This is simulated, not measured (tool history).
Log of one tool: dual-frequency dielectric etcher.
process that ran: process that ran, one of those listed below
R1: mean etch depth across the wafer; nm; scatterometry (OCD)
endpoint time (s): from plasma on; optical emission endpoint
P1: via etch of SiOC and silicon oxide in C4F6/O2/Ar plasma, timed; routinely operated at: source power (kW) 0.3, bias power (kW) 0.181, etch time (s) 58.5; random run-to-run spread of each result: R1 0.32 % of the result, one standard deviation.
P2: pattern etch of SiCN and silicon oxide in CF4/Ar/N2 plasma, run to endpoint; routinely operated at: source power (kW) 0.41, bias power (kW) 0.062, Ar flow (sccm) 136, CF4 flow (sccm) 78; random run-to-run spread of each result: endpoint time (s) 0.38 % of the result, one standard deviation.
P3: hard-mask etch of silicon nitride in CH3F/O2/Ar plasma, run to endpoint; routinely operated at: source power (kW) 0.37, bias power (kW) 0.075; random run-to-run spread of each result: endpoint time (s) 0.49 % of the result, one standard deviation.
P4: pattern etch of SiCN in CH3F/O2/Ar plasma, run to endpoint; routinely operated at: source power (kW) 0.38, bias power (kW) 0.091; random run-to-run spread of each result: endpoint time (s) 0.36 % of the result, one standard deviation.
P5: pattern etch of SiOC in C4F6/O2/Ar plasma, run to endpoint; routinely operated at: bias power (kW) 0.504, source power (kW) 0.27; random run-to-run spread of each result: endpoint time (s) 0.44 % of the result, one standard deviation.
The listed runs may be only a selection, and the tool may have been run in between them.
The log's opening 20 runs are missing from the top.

Run 21, hour 144.1: process that ran P1, source power (kW) 0.3, bias power (kW) 0.181, etch time (s) 58.5. Result: R1 58.936 nm.
Run 22, hour 148.6: process that ran P1, source power (kW) 0.3, bias power (kW) 0.181, etch time (s) 84. Result: R1 84.272 nm.
Run 23, hour 154.2: process that ran P1, source power (kW) 0.3, bias power (kW) 0.14, etch time (s) 58.5. Result: R1 54.004 nm.
Run 24, hour 162.7: process that ran P2, source power (kW) 0.41, bias power (kW) 0.076, Ar flow (sccm) 136, CF4 flow (sccm) 78. Result: endpoint time (s) 22.886.
Run 25, hour 167.6: process that ran P1, source power (kW) 0.3, bias power (kW) 0.181, etch time (s) 58.5. Result: R1 58.734 nm.
Run 26, hour 173.5: process that ran P3, source power (kW) 0.3, bias power (kW) 0.075. Result: endpoint time (s) 41.758.
Run 27, hour 178.2: process that ran P1, source power (kW) 0.24, bias power (kW) 0.181, etch time (s) 58.5. Result: R1 53.73 nm.
Run 28, hour 184.6: process that ran P1, source power (kW) 0.3, bias power (kW) 0.181, etch time (s) 58.5. Result: R1 58.685 nm.

Forecast run 29:
Run 29, hour 190.8: process that ran P1, source power (kW) 0.37, bias power (kW) 0.181, etch time (s) 81. Result: R1 ?.

For run 29 the tool returned R1 88.204 nm.

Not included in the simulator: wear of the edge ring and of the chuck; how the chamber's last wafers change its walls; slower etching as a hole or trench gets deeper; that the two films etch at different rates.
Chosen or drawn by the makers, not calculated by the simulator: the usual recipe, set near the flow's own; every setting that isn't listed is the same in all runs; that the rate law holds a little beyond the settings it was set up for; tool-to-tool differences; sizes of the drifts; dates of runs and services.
